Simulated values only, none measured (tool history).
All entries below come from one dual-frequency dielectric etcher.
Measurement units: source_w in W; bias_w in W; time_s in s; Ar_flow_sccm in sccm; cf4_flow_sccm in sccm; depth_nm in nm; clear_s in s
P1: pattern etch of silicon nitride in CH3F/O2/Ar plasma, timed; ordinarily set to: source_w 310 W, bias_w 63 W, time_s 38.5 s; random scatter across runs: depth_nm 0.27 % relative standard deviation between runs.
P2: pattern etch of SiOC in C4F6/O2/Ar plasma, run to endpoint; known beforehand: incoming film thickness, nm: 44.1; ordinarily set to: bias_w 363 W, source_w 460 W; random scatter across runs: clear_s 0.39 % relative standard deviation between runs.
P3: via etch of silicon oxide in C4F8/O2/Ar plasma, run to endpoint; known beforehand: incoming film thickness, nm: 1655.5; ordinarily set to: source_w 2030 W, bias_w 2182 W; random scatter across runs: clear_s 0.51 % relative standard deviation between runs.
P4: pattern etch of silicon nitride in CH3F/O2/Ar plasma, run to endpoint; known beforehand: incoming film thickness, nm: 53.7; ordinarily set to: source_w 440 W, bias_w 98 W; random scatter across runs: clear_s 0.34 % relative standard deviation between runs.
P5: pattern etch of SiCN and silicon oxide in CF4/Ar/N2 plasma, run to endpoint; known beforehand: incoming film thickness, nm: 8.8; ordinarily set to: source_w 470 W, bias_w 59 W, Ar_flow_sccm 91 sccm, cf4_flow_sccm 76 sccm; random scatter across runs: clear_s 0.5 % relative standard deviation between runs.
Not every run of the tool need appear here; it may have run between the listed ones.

run	hour	process	source_w	bias_w	time_s	Ar_flow_sccm	cf4_flow_sccm	depth_nm	clear_s
1	3.9	P1	310	63	38.5			22.620	
2	7.9	P1	390	74	38.5			26.099	
3	11.6	P4	290	98					78.7790
4	14.1	P4	440	98					67.3140
5	18.7	P5	650	59		91	76		7.4985
6	23.7	P1	310	63	38.5			22.576	
7	27.1	P1	310	63	38.5			22.618	
8	32.9	P5	470	81		91	76		9.0091
9	37.4	P1	310	43	38.5			19.917	
10	42.7	P3	2030	2182					320.3400
11	45.9	P5	470	59		91	76		10.0580
12	49.0	P1	310	63	47.0			27.761	
13	53.4	P1	310	63	21.0			12.343	
14	56.2	P3	2630	2182					288.3500
15	62.2	P1	310	63	38.5			22.619	
16	68.0	P3	2030	2758					299.1600
17	72.7	P2	270	363					19.0680
18	75.4	P1	310	77	38.5			24.196	
19	78.4	P2	460	363					15.6440
20	81.0	P2	460	363					15.7160
21	85.7	P2	460	222					18.4020
22	91.5	P5	470	59		55	76		9.3011
23	94.3	P5	470	59		91	53		10.6560
24	97.0	P1	240	63	38.5			20.516	
25	102.0	P4	440	133					60.4690
26	104.7	P1	310	63	38.5			22.640	
27	108.1	P1	310	63	38.5			22.634	
28	112.6	P1	410	63	38.5			25.230	
29	117.7	P1	310	63	38.5			22.537	
30	123.5	P1	310	63	38.5			22.648	
31	128.7	P1	310	63	38.5			22.956	
32	132.8	P1	310	63	38.5			22.975	
# hour 137.7: wet clean of the chamber
33	137.9	P1	310	63	38.5			22.948	
34	140.9	P1	310	63	38.5			22.938	
35	145.5	P1	310	63	38.5			22.968	
36	148.9	P1	310	63	38.5			22.971	

Compared with where it was, what P1 gives has crept away. Each cause listed below fits the log as well as the rest, at the size given for it:
A: source power that arrives over what is set, % = 4.18
B: bias power that arrives over what is set, % = 4.67
The creep began at about hour 123.5.
Every other cause this tool's parts could produce, and why it does not fit the log:
chamber walls in a state that raises the etch rate, %: serviced after onset, at hour 137.7, with no recovery of the prior output

Which of the check runs below tells the causes apart, meaning the causes would give it clearly different results? Each run uses 3 wafers whose results are averaged, and each result is shown as a question mark.
check 1	152.3	P5	470	80		91	76		?
check 2	152.3	P2	270	294					?
check 3	152.3	P4	440	126					?
check 4	152.3	P3	2520	2182					?

Predicted outcomes, by check and by cause:
check	result	if A	if B
check 1	clear_s	8.7699	8.9541
check 2	clear_s	20.3120	20.2990
check 3	clear_s	60.7150	60.5740
check 4	clear_s	288.3600	289.2900
Smallest distance between any two causes, each pair judged by its most separating result, in per cent: check 1 2.08 %; check 2 0.07 %; check 3 0.23 %; check 4 0.32 %
Check 1 is the one run that separates the causes; every other check would come out nearly the same whichever cause is at work.

After running check 1, the following was obtained: clear_s 8.9048 s. Which cause does this point to?

The correct cause is B, namely: bias power that arrives over what is set, %.

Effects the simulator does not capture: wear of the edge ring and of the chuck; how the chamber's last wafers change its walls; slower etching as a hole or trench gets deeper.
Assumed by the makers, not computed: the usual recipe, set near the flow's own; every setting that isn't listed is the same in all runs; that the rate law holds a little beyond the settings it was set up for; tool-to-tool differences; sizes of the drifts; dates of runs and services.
